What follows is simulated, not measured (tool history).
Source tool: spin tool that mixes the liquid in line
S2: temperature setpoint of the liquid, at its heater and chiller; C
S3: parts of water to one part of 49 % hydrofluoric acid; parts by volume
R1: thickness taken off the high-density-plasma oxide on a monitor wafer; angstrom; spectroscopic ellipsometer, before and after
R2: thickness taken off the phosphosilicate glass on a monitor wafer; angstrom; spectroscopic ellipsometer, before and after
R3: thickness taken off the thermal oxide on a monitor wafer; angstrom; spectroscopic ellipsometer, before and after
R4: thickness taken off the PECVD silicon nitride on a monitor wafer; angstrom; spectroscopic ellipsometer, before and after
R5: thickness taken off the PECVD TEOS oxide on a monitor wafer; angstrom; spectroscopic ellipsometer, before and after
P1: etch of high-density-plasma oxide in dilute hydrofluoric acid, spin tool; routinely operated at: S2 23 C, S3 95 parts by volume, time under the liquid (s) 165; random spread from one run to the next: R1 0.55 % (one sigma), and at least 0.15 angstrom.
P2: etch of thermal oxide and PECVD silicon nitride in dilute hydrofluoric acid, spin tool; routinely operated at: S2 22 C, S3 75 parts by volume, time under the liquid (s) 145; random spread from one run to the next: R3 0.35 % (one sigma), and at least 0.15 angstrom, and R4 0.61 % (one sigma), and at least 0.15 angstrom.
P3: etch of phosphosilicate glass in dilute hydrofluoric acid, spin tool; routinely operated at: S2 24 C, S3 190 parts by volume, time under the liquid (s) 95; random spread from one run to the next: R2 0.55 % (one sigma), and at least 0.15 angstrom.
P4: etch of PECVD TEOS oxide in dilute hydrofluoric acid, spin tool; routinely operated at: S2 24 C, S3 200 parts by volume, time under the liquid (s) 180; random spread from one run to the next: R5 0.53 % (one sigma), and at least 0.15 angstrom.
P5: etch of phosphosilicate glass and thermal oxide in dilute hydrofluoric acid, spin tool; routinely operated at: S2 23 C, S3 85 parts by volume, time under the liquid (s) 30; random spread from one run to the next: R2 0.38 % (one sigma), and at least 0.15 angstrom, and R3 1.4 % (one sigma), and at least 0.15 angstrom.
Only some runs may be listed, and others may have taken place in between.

{"run": 1, "hour": 10.4, "process that ran": "P1", "S2": 23, "S3": 95, "time under the liquid (s)": 165, "R1": 87.353}
{"run": 2, "hour": 20.9, "process that ran": "P3", "S2": 24, "S3": 190, "time under the liquid (s)": 95, "R2": 504.7}
{"run": 3, "hour": 32.4, "process that ran": "P2", "S2": 22, "S3": 75, "time under the liquid (s)": 145, "R3": 89.06, "R4": 50.69}
{"run": 4, "hour": 40.4, "process that ran": "P1", "S2": 17.5, "S3": 95, "time under the liquid (s)": 65, "R1": 27.228}
{"run": 5, "hour": 51.6, "process that ran": "P1", "S2": 23, "S3": 95, "time under the liquid (s)": 165, "R1": 86.016}
{"run": 6, "hour": 64.6, "process that ran": "P5", "S2": 23, "S3": 85, "time under the liquid (s)": 55, "R2": 613.07, "R3": 30.907}
{"run": 7, "hour": 75.2, "process that ran": "P5", "S2": 23, "S3": 85, "time under the liquid (s)": 30, "R2": 334.97, "R3": 17.035}
{"run": 8, "hour": 85.6, "process that ran": "P2", "S2": 22, "S3": 75, "time under the liquid (s)": 280, "R3": 172.24, "R4": 99.026}
{"run": 9, "hour": 97.8, "process that ran": "P5", "S2": 23, "S3": 85, "time under the liquid (s)": 30, "R2": 338.13, "R3": 17.273}
{"run": 10, "hour": 110.5, "process that ran": "P3", "S2": 24, "S3": 190, "time under the liquid (s)": 15, "R2": 79.578}
{"run": 11, "hour": 119.5, "process that ran": "P4", "S2": 24, "S3": 45, "time under the liquid (s)": 180, "R5": 672.88}
{"run": 12, "hour": 127.1, "process that ran": "P2", "S2": 22, "S3": 140, "time under the liquid (s)": 145, "R3": 44.18, "R4": 27.259}
{"run": 13, "hour": 142.3, "process that ran": "P1", "S2": 23, "S3": 95, "time under the liquid (s)": 165, "R1": 85.996}
{"run": 14, "hour": 154.8, "process that ran": "P4", "S2": 24, "S3": 200, "time under the liquid (s)": 315, "R5": 220.76}
{"run": 15, "hour": 168.0, "process that ran": "P1", "S2": 23, "S3": 95, "time under the liquid (s)": 165, "R1": 86.213}
{"run": 16, "hour": 176.1, "process that ran": "P1", "S2": 23, "S3": 95, "time under the liquid (s)": 60, "R1": 31.709}
{"run": 17, "hour": 185.3, "process that ran": "P1", "S2": 23, "S3": 95, "time under the liquid (s)": 270, "R1": 141.65}
{"run": 18, "hour": 198.5, "process that ran": "P1", "S2": 23, "S3": 95, "time under the liquid (s)": 165, "R1": 87.312}
{"run": 19, "hour": 210.5, "process that ran": "P4", "S2": 24, "S3": 200, "time under the liquid (s)": 180, "R5": 126.83}
{"run": 20, "hour": 224.5, "process that ran": "P4", "S2": 17, "S3": 200, "time under the liquid (s)": 180, "R5": 96.585}
{"run": 21, "hour": 236.4, "process that ran": "P2", "S2": 17, "S3": 75, "time under the liquid (s)": 145, "R3": 72.036, "R4": 36.183}
{"run": 22, "hour": 243.9, "process that ran": "P1", "S2": 28.5, "S3": 95, "time under the liquid (s)": 165, "R1": 107.28}
{"run": 23, "hour": 252.0, "process that ran": "P1", "S2": 23, "S3": 95, "time under the liquid (s)": 165, "R1": 86.057}
{"run": 24, "hour": 265.1, "process that ran": "P3", "S2": 24, "S3": 190, "time under the liquid (s)": 95, "R2": 503.01}
{"run": 25, "hour": 277.6, "process that ran": "P2", "S2": 22, "S3": 75, "time under the liquid (s)": 145, "R3": 88.99, "R4": 50.215}
{"run": 26, "hour": 292.5, "process that ran": "P5", "S2": 30, "S3": 85, "time under the liquid (s)": 30, "R2": 444.15, "R3": 21.845}
{"run": 27, "hour": 304.5, "process that ran": "P3", "S2": 24, "S3": 45, "time under the liquid (s)": 95, "R2": 2516.7}
{"run": 28, "hour": 314.8, "process that ran": "P1", "S2": 27.5, "S3": 95, "time under the liquid (s)": 55, "R1": 34.512}
{"run": 29, "hour": 325.9, "process that ran": "P1", "S2": 19, "S3": 95, "time under the liquid (s)": 165, "R1": 72.661}
{"run": 30, "hour": 336.6, "process that ran": "P1", "S2": 23, "S3": 50, "time under the liquid (s)": 165, "R1": 173.42}
{"run": 31, "hour": 351.8, "process that ran": "P5", "S2": 23, "S3": 145, "time under the liquid (s)": 30, "R2": 182.58, "R3": 9.3475}
{"run": 32, "hour": 365.2, "process that ran": "P1", "S2": 23, "S3": 95, "time under the liquid (s)": 165, "R1": 86.157}
{"run": 33, "hour": 373.4, "process that ran": "P1", "S2": 23, "S3": 160, "time under the liquid (s)": 165, "R1": 47.51}
{"run": 34, "hour": 383.9, "process that ran": "P3", "S2": 28.5, "S3": 190, "time under the liquid (s)": 95, "R2": 592.27}

The next listed run, before its measurement:
{"run": 35, "hour": 395.8, "process that ran": "P1", "S2": 23, "S3": 95, "time under the liquid (s)": 165, "R1": "?"}

R1: 85.897 angstrom
